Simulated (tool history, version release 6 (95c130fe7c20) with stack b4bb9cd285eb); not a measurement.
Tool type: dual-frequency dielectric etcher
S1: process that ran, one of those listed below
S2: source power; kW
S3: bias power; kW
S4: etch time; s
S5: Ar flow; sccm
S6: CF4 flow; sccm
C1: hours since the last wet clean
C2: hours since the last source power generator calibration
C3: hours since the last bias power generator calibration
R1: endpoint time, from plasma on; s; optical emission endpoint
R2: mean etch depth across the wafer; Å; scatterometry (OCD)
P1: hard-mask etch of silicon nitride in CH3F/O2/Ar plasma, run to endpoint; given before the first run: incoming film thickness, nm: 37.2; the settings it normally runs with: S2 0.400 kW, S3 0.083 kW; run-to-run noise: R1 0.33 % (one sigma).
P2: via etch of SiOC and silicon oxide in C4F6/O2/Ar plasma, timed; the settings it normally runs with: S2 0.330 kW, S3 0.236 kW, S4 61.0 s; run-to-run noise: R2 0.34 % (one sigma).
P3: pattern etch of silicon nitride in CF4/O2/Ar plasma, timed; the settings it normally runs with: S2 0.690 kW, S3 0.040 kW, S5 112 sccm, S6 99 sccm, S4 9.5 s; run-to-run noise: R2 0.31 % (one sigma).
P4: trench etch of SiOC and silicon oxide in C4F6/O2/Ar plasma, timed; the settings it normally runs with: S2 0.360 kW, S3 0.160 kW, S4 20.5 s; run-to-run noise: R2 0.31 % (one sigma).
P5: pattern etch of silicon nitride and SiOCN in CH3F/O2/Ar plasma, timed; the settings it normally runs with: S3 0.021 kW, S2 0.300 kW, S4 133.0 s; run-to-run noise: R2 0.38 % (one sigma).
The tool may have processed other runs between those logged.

Run 1, day 0.646: S1 P1, S2 0.400 kW, S3 0.083 kW; C1 521.1; C2 2244.2; C3 1297.2. Result: R1 51.815 s.
Run 2, day 1.183: S1 P2, S2 0.330 kW, S3 0.327 kW, S4 61.0 s; C1 534.0; C2 2257.1; C3 1310.1. Result: R2 793.760 Å.
Run 3, day 1.854: S1 P1, S2 0.540 kW, S3 0.083 kW; C1 550.1; C2 2273.2; C3 1326.2. Result: R1 45.896 s.
At day 1.958: bias power generator calibrated.
Run 4, day 2.188: S1 P5, S2 0.230 kW, S3 0.021 kW, S4 133.0 s; C1 558.1; C2 2281.2; C3 5.6. Result: R2 144.680 Å.
Run 5, day 2.896: S1 P5, S2 0.300 kW, S3 0.021 kW, S4 133.0 s; C1 575.1; C2 2298.2; C3 22.6. Result: R2 156.980 Å.
Run 6, day 3.312: S1 P1, S2 0.330 kW, S3 0.083 kW; C1 585.1; C2 2308.2; C3 32.6. Result: R1 55.372 s.
Run 7, day 3.862: S1 P4, S2 0.360 kW, S3 0.107 kW, S4 20.5 s; C1 598.3; C2 2321.4; C3 45.8. Result: R2 327.520 Å.
Run 8, day 4.504: S1 P1, S2 0.310 kW, S3 0.068 kW; C1 613.7; C2 2336.8; C3 61.2. Result: R1 60.978 s.
Run 9, day 4.904: S1 P1, S2 0.550 kW, S3 0.063 kW; C1 623.3; C2 2346.4; C3 70.8. Result: R1 50.113 s.
Run 10, day 5.650: S1 P1, S2 0.400 kW, S3 0.083 kW; C1 641.2; C2 2364.3; C3 88.7. Result: R1 51.259 s.
Run 11, day 5.988: S1 P1, S2 0.400 kW, S3 0.083 kW; C1 649.3; C2 2372.4; C3 96.8. Result: R1 51.707 s.
Run 12, day 6.542: S1 P4, S2 0.360 kW, S3 0.160 kW, S4 13.5 s; C1 662.6; C2 2385.7; C3 110.1. Result: R2 244.090 Å.
Run 13, day 6.996: S1 P3, S2 0.690 kW, S3 0.047 kW, S4 9.5 s, S5 112 sccm, S6 99 sccm; C1 673.5; C2 2396.6; C3 121.0. Result: R2 234.120 Å.
Run 14, day 7.550: S1 P4, S2 0.360 kW, S3 0.160 kW, S4 20.5 s; C1 686.8; C2 2409.9; C3 134.3. Result: R2 370.780 Å.
Run 15, day 7.954: S1 P3, S2 0.690 kW, S3 0.040 kW, S4 12.5 s, S5 112 sccm, S6 99 sccm; C1 696.5; C2 2419.6; C3 144.0. Result: R2 291.570 Å.
Run 16, day 8.383: S1 P5, S2 0.300 kW, S3 0.016 kW, S4 133.0 s; C1 706.8; C2 2429.9; C3 154.3. Result: R2 139.540 Å.
Run 17, day 9.125: S1 P4, S2 0.500 kW, S3 0.160 kW, S4 20.5 s; C1 724.6; C2 2447.7; C3 172.1. Result: R2 420.100 Å.
Run 18, day 9.642: S1 P2, S2 0.200 kW, S3 0.236 kW, S4 61.0 s; C1 737.0; C2 2460.1; C3 184.5. Result: R2 584.110 Å.
Run 19, day 10.250: S1 P1, S2 0.270 kW, S3 0.114 kW; C1 751.6; C2 2474.7; C3 199.1. Result: R1 53.154 s.
Run 20, day 10.967: S1 P5, S2 0.300 kW, S3 0.021 kW, S4 133.0 s; C1 768.8; C2 2491.9; C3 216.3. Result: R2 156.560 Å.
Run 21, day 11.304: S1 P2, S2 0.330 kW, S3 0.236 kW, S4 37.5 s; C1 776.9; C2 2500.0; C3 224.4. Result: R2 435.420 Å.
Run 22, day 11.717: S1 P3, S2 0.690 kW, S3 0.040 kW, S4 9.5 s, S5 138 sccm, S6 99 sccm; C1 786.8; C2 2509.9; C3 234.3. Result: R2 213.610 Å.
Run 23, day 12.129: S1 P3, S2 0.690 kW, S3 0.040 kW, S4 9.5 s, S5 112 sccm, S6 99 sccm; C1 796.7; C2 2519.8; C3 244.2. Result: R2 221.960 Å.
Run 24, day 12.533: S1 P5, S2 0.300 kW, S3 0.021 kW, S4 75.0 s; C1 806.4; C2 2529.5; C3 253.9. Result: R2 89.416 Å.
Run 25, day 13.179: S1 P1, S2 0.400 kW, S3 0.058 kW; C1 821.9; C2 2545.0; C3 269.4. Result: R1 58.493 s.
Run 26, day 13.575: S1 P1, S2 0.400 kW, S3 0.109 kW; C1 831.4; C2 2554.5; C3 278.9. Result: R1 46.634 s.
Run 27, day 13.929: S1 P2, S2 0.330 kW, S3 0.236 kW, S4 61.0 s; C1 839.9; C2 2563.0; C3 287.4. Result: R2 703.460 Å.
Run 28, day 14.446: S1 P3, S2 0.690 kW, S3 0.040 kW, S4 9.5 s, S5 112 sccm, S6 99 sccm; C1 852.3; C2 2575.4; C3 299.8. Result: R2 221.700 Å.
Run 29, day 14.908: S1 P3, S2 0.690 kW, S3 0.040 kW, S4 9.5 s, S5 112 sccm, S6 74 sccm; C1 863.4; C2 2586.5; C3 310.9. Result: R2 211.280 Å.
Run 30, day 15.325: S1 P3, S2 0.510 kW, S3 0.040 kW, S4 9.5 s, S5 112 sccm, S6 99 sccm; C1 873.4; C2 2596.5; C3 320.9. Result: R2 169.260 Å.
Run 31, day 15.983: S1 P1, S2 0.400 kW, S3 0.083 kW; C1 889.2; C2 2612.3; C3 336.7. Result: R1 51.613 s.
Run 32, day 16.708: S1 P1, S2 0.400 kW, S3 0.083 kW; C1 906.6; C2 2629.7; C3 354.1. Result: R1 51.683 s.
Run 33, day 17.329: S1 P1, S2 0.400 kW, S3 0.083 kW; C1 921.5; C2 2644.6; C3 369.0. Result: R1 51.129 s.
Run 34, day 17.954: S1 P1, S2 0.400 kW, S3 0.083 kW; C1 936.5; C2 2659.6; C3 384.0. Result: R1 50.939 s.
Run 35, day 18.583: S1 P1, S2 0.400 kW, S3 0.083 kW; C1 951.6; C2 2674.7; C3 399.1. Result: R1 51.095 s.
Run 36, day 19.225: S1 P1, S2 0.400 kW, S3 0.083 kW; C1 967.0; C2 2690.1; C3 414.5. Result: R1 50.733 s.
At day 19.896: wet clean of the chamber.
Run 37, day 19.954: S1 P1, S2 0.400 kW, S3 0.083 kW; C1 1.4; C2 2707.6; C3 432.0. Result: R1 50.703 s.
Run 38, day 20.304: S1 P1, S2 0.400 kW, S3 0.083 kW; C1 9.8; C2 2716.0; C3 440.4. Result: R1 50.942 s.
Run 39, day 20.892: S1 P1, S2 0.400 kW, S3 0.083 kW; C1 23.9; C2 2730.1; C3 454.5. Result: R1 51.041 s.
Run 40, day 21.333: S1 P1, S2 0.400 kW, S3 0.083 kW; C1 34.5; C2 2740.7; C3 465.1. Result: R1 51.007 s.
Run 41, day 21.792: S1 P1, S2 0.400 kW, S3 0.083 kW; C1 45.5; C2 2751.7; C3 476.1. Result: R1 50.758 s.
Run 42, day 22.317: S1 P1, S2 0.400 kW, S3 0.083 kW; C1 58.1; C2 2764.3; C3 488.7. Result: R1 50.912 s.

Something has made what P1 gives creep away from where it was; the 2 causes below, each at its own stated size, fit the log equally well:
A: source power that arrives over what is set, % = 4.45
B: bias power that arrives over what is set, % = 4.72
The process output started creeping at around day 16.708.
Every other cause this tool's parts could produce, and why it does not fit the log:
chamber walls in a state that raises the etch rate, %: its service at day 19.896 followed the start of the drift and did not put the process back to its old value

Below are 4 check runs, each on a single wafer, with their results shown as question marks. Which of them would tell the listed causes apart, meaning the causes would give clearly different results under it?
Run check 1, day 22.842: S1 P2, S2 0.330 kW, S3 0.236 kW, S4 61.0 s. Result: R2 ?.
Run check 2, day 22.842: S1 P4, S2 0.360 kW, S3 0.160 kW, S4 20.5 s. Result: R2 ?.
Run check 3, day 22.842: S1 P3, S2 0.690 kW, S3 0.040 kW, S4 9.5 s, S5 112 sccm, S6 99 sccm. Result: R2 ?.
Run check 4, day 22.842: S1 P5, S2 0.300 kW, S3 0.021 kW, S4 133.0 s. Result: R2 ?.

What each check would give under each cause:
  check  result     if A     if B
check 1      R2  719.280  718.830
check 2      R2  376.000  375.010
check 3      R2  229.820  224.840
check 4      R2  159.540  160.460
How far apart the two closest causes lie, in the result that separates them most: check 1 0.06 %; check 2 0.26 %; check 3 2.19 %; check 4 0.58 %
Of the check runs offered, only check 3 discriminates between the causes; the rest would read about the same regardless of which cause applies.

Running check 3 produced the following: R2 231.390 Å. Which one of the listed causes fits?

It is A: source power that arrives over what is set, %.
